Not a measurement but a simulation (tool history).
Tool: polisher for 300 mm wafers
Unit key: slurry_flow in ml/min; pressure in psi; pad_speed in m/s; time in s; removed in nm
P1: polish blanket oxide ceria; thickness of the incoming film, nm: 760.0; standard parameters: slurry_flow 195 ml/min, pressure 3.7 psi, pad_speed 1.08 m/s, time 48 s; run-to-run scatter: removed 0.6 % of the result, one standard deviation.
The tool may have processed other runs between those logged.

| run | day | slurry_flow | pressure | pad_speed | time | wafers polished on this pad | hours since the slurry nozzle was cleaned | hours since the head pressure was calibrated | removed |
|---|---|---|---|---|---|---|---|---|---|
| 1 | 0.446 | 195 | 3.7 | 1.08 | 48 | 347 | 312.5 | 226.8 | 226.97 |
| 2 | 0.792 | 195 | 1.7 | 1.08 | 48 | 425 | 320.8 | 235.1 | 104.68 |
| 3 | 1.196 | 195 | 3.7 | 1.08 | 48 | 517 | 330.5 | 244.8 | 225.31 |
| 4 | 1.742 | 195 | 3.7 | 1.08 | 65 | 641 | 343.6 | 257.9 | 309.54 |
|  | 2.042 | worn pad replaced by a new one |
| 5 | 2.304 | 195 | 3.7 | 0.7 | 48 | 59 | 357.1 | 271.4 | 145.99 |
| 6 | 2.717 | 195 | 5 | 1.08 | 48 | 153 | 367 | 281.3 | 302.91 |
| 7 | 3.108 | 195 | 3.7 | 1.08 | 48 | 242 | 376.4 | 290.7 | 225.92 |
| 8 | 3.646 | 115 | 3.7 | 1.08 | 48 | 364 | 389.3 | 303.6 | 205.34 |
| 9 | 3.979 | 245 | 3.7 | 1.08 | 48 | 440 | 397.3 | 311.6 | 230.93 |
| 10 | 4.583 | 195 | 3.7 | 1.08 | 48 | 577 | 411.8 | 326.1 | 224.78 |
| 11 | 5.162 | 195 | 3.7 | 1.08 | 22 | 708 | 425.7 | 340 | 103.4 |
| 12 | 5.679 | 195 | 3.7 | 1.08 | 48 | 825 | 438.1 | 352.4 | 226.63 |
| 13 | 6.238 | 195 | 3.7 | 1.08 | 48 | 952 | 451.5 | 365.8 | 224.92 |
| 14 | 6.512 | 195 | 3.7 | 1.56 | 48 | 1014 | 458.1 | 372.4 | 326.14 |
| 15 | 7.083 | 140 | 3.7 | 1.66 | 48 | 1144 | 471.8 | 386.1 | 327.62 |
| 16 | 7.512 | 195 | 3.7 | 1.08 | 48 | 1241 | 482.1 | 396.4 | 227.2 |
| 17 | 8.125 | 195 | 3.7 | 1.08 | 48 | 1380 | 496.8 | 411.1 | 218.12 |
| 18 | 8.45 | 195 | 3.7 | 1.08 | 48 | 1454 | 504.6 | 418.9 | 215.54 |
| 19 | 8.775 | 195 | 3.7 | 1.08 | 48 | 1528 | 512.4 | 426.7 | 214.59 |
| 20 | 9.183 | 195 | 3.7 | 1.08 | 48 | 1621 | 522.2 | 436.5 | 212.79 |
|  | 9.258 | worn pad replaced by a new one |
| 21 | 9.658 | 195 | 3.7 | 1.08 | 48 | 91 | 533.6 | 447.9 | 212.36 |
| 22 | 10.225 | 195 | 3.7 | 1.08 | 48 | 219 | 547.2 | 461.5 | 210.73 |
| 23 | 10.642 | 195 | 3.7 | 1.08 | 48 | 314 | 557.2 | 471.5 | 211.78 |
| 24 | 11.225 | 195 | 3.7 | 1.08 | 48 | 446 | 571.2 | 485.5 | 208.81 |
| 25 | 11.833 | 195 | 3.7 | 1.08 | 48 | 584 | 585.8 | 500.1 | 206.72 |
| 26 | 12.271 | 195 | 3.7 | 1.08 | 48 | 684 | 596.3 | 510.6 | 207.56 |

Compared with where it was, what P1 gives has crept away. Each cause listed below fits the log as well as the rest, at the size given for it:
A: head's pressure below its setpoint, % = 7.08
B: slurry flow missing at the pad, % = 35.7
The creep began at about day 7.512.
All other causes, with the reason each is excluded:
removal rate lost through wear of the pad, %: serviced after onset, at day 9.258, with no recovery of the prior output

Each of the 4 check runs below uses one wafer; its results are left as question marks. Which run tells the causes apart?
| check 1 | 12.708 | 115 | 2.3 | 1.08 | 48 |  |  |  | ? |
| check 2 | 12.708 | 235 | 3.7 | 1.08 | 22 |  |  |  | ? |
| check 3 | 12.708 | 195 | 3.7 | 1.08 | 38 |  |  |  | ? |
| check 4 | 12.708 | 195 | 2.8 | 1.52 | 48 |  |  |  | ? |

How each check would come out, cause by cause:
| check | result | if A | if B |
|---|---|---|---|
| check 1 | removed | 118.92 | 113.72 |
| check 2 | removed | 98.338 | 99.491 |
| check 3 | removed | 165.99 | 165.98 |
| check 4 | removed | 223.32 | 223.3 |
Separation of the two closest causes in each check, using whichever result separates them best: check 1 4.47 %; check 2 1.17 %; check 3 0.01 %; check 4 0.01 %
Only check 1 tells the causes apart: in the others they would give nearly the same result.

Check 1 was carried out, with these results: removed 118.13 nm. Which of the listed causes is responsible?

The correct cause is A, namely: head's pressure below its setpoint, %.

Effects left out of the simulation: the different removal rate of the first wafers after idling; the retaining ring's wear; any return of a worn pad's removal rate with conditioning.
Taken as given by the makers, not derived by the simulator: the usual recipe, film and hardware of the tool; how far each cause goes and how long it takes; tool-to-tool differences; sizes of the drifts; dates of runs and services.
